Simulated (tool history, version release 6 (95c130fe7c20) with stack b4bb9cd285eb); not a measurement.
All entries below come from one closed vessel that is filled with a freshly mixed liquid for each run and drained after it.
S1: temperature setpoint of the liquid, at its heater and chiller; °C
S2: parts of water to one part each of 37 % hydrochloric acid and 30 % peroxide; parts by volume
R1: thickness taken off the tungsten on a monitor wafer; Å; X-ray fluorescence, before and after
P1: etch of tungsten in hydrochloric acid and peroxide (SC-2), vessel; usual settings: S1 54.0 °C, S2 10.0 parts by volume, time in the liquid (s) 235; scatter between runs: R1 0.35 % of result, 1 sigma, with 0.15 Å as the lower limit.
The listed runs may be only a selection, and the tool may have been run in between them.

Run 1, hour 9.2: S1 54.0 °C, S2 10.0 parts by volume, time in the liquid (s) 235. Result: R1 589.280 Å.
At hour 16.0: new drum of peroxide connected.
Run 2, hour 22.2: S1 54.0 °C, S2 10.0 parts by volume, time in the liquid (s) 235. Result: R1 588.290 Å.
Run 3, hour 33.2: S1 66.0 °C, S2 10.0 parts by volume, time in the liquid (s) 70. Result: R1 374.540 Å.
Run 4, hour 47.0: S1 54.0 °C, S2 10.0 parts by volume, time in the liquid (s) 30. Result: R1 74.953 Å.
Run 5, hour 54.9: S1 54.0 °C, S2 10.0 parts by volume, time in the liquid (s) 235. Result: R1 591.610 Å.
Run 6, hour 66.0: S1 54.0 °C, S2 10.0 parts by volume, time in the liquid (s) 235. Result: R1 591.240 Å.
Run 7, hour 77.1: S1 42.5 °C, S2 10.0 parts by volume, time in the liquid (s) 235. Result: R1 271.410 Å.
Run 8, hour 88.4: S1 46.0 °C, S2 10.0 parts by volume, time in the liquid (s) 105. Result: R1 155.020 Å.
Run 9, hour 99.0: S1 54.0 °C, S2 10.0 parts by volume, time in the liquid (s) 235. Result: R1 588.330 Å.
Run 10, hour 107.2: S1 54.0 °C, S2 10.0 parts by volume, time in the liquid (s) 235. Result: R1 587.580 Å.
Run 11, hour 113.8: S1 54.0 °C, S2 4.0 parts by volume, time in the liquid (s) 235. Result: R1 1177.700 Å.
Run 12, hour 123.7: S1 54.0 °C, S2 10.0 parts by volume, time in the liquid (s) 455. Result: R1 1146.500 Å.
Run 13, hour 135.6: S1 54.0 °C, S2 17.5 parts by volume, time in the liquid (s) 235. Result: R1 364.690 Å.

For run 14, what comes out?
Run 14, hour 145.0: S1 69.5 °C, S2 10.0 parts by volume, time in the liquid (s) 235. Result: R1 ?.

R1: 1547.500 Å

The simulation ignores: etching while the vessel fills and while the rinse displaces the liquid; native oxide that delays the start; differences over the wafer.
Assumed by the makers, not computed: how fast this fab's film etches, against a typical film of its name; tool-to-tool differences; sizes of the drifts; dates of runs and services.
